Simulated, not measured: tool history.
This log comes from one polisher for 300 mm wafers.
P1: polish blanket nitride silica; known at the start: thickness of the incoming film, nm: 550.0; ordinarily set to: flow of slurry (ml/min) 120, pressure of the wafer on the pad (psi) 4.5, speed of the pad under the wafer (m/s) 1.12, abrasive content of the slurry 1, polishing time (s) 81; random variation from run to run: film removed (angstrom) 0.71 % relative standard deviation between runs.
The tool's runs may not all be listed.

| run | day | flow of slurry (ml/min) | pressure of the wafer on the pad (psi) | speed of the pad under the wafer (m/s) | abrasive content of the slurry | polishing time (s) | film removed (angstrom) |
|---|---|---|---|---|---|---|---|
| 1 | 0.158 | 120 | 4.5 | 1.12 | 1 | 81 | 659.17 |
| 2 | 0.3 | 120 | 4.5 | 0.5 | 1 | 81 | 341.32 |
| 3 | 0.454 | 120 | 2 | 1.12 | 0.75 | 81 | 252.71 |
| 4 | 0.646 | 120 | 4.5 | 1.12 | 1 | 127 | 1031.3 |
| 5 | 0.825 | 120 | 2 | 1.12 | 1 | 81 | 289.65 |
| 6 | 0.933 | 120 | 4.5 | 1.12 | 1.35 | 81 | 738.62 |
| 7 | 1.092 | 120 | 4.5 | 1.12 | 0.65 | 81 | 523.76 |
| 8 | 1.183 | 120 | 4.5 | 1.12 | 1 | 81 | 653.03 |
| 9 | 1.375 | 120 | 4.5 | 1.12 | 1 | 81 | 658.26 |
|  | 1.525 | worn pad replaced by a new one |
| 10 | 1.567 | 175 | 4.5 | 1.12 | 1 | 81 | 704.54 |
| 11 | 1.75 | 120 | 4.5 | 1.12 | 1 | 81 | 655.44 |
|  | 1.758 | slurry blender recalibrated |
| 12 | 1.904 | 120 | 6.9 | 1.12 | 1 | 81 | 1008.1 |
| 13 | 2.025 | 120 | 4.5 | 1.12 | 1 | 81 | 656.94 |
| 14 | 2.221 | 165 | 4.5 | 1.12 | 1 | 110 | 939.83 |
| 15 | 2.342 | 70 | 4.5 | 1.12 | 1 | 81 | 562.49 |
| 16 | 2.496 | 120 | 4.5 | 1.76 | 1 | 81 | 939.13 |
| 17 | 2.692 | 120 | 4.5 | 1.12 | 1 | 81 | 652.26 |
| 18 | 2.804 | 120 | 4.5 | 1.12 | 1 | 36 | 286.54 |
| 19 | 2.917 | 120 | 4.5 | 1.12 | 1 | 81 | 646.09 |
| 20 | 3.108 | 120 | 4.5 | 1.12 | 1 | 81 | 651.68 |
| 21 | 3.254 | 120 | 4.5 | 1.12 | 1 | 81 | 628.96 |
| 22 | 3.367 | 120 | 4.5 | 1.12 | 1 | 81 | 611.9 |
|  | 3.483 | worn pad replaced by a new one |
| 23 | 3.512 | 120 | 4.5 | 1.12 | 1 | 81 | 615.12 |
|  | 3.638 | head pressure recalibrated |
| 24 | 3.654 | 120 | 4.5 | 1.12 | 1 | 81 | 604.28 |
|  | 3.662 | conditioning disc replaced and pad reconditioned |
| 25 | 3.804 | 120 | 4.5 | 1.12 | 1 | 81 | 594.8 |
| 26 | 3.904 | 120 | 4.5 | 1.12 | 1 | 81 | 603.03 |

The output of P1 has drifted from where it used to be. Each of the 2 causes below, taken at the size shown beside it, accounts for the log equally well:
A: slurry flow missing at the pad, % = 28.4
B: abrasive missing from the slurry, % = 16
The onset of the drift is placed at about day 3.108.
All other causes, with the reason each is excluded:
removal rate lost through wear of the pad, %: work on it at day 3.483, done after the drift set in, did not restore what the process gave before
head's pressure below its setpoint, %: work on it at day 3.638, done after the drift set in, did not restore what the process gave before
time polished since the conditioner stopped cutting, s: work on it at day 3.662, done after the drift set in, did not restore what the process gave before

Below are 4 check runs, each on a single wafer, with their results shown as question marks. Which of them would tell the listed causes apart, meaning the causes would give clearly different results under it?
| check 1 | 4.004 | 120 | 2 | 1.62 | 1 | 81 | ? |
| check 2 | 4.004 | 70 | 4.5 | 1.12 | 1.35 | 81 | ? |
| check 3 | 4.004 | 120 | 6.7 | 1.12 | 1 | 111 | ? |
| check 4 | 4.004 | 120 | 4.5 | 1.12 | 1.35 | 41 | ? |

What every check run would give for each of its results, assuming each possible cause in turn:
| check | result | if A | if B |
|---|---|---|---|
| check 1 | film removed (angstrom) | 358.86 | 358.86 |
| check 2 | film removed (angstrom) | 560.54 | 595.61 |
| check 3 | film removed (angstrom) | 1226.2 | 1226.2 |
| check 4 | film removed (angstrom) | 344.85 | 349.31 |
Per check, the gap between the least separated pair of causes, taken in the result that splits them most: check 1 0 %; check 2 6.07 %; check 3 0 %; check 4 1.29 %
Of the check runs offered, only check 2 discriminates between the causes; the rest would read about the same regardless of which cause applies.

Check 2 was then run and gave: film removed (angstrom) 596.07. Which cause is it?

The cause is B: abrasive missing from the slurry, %.

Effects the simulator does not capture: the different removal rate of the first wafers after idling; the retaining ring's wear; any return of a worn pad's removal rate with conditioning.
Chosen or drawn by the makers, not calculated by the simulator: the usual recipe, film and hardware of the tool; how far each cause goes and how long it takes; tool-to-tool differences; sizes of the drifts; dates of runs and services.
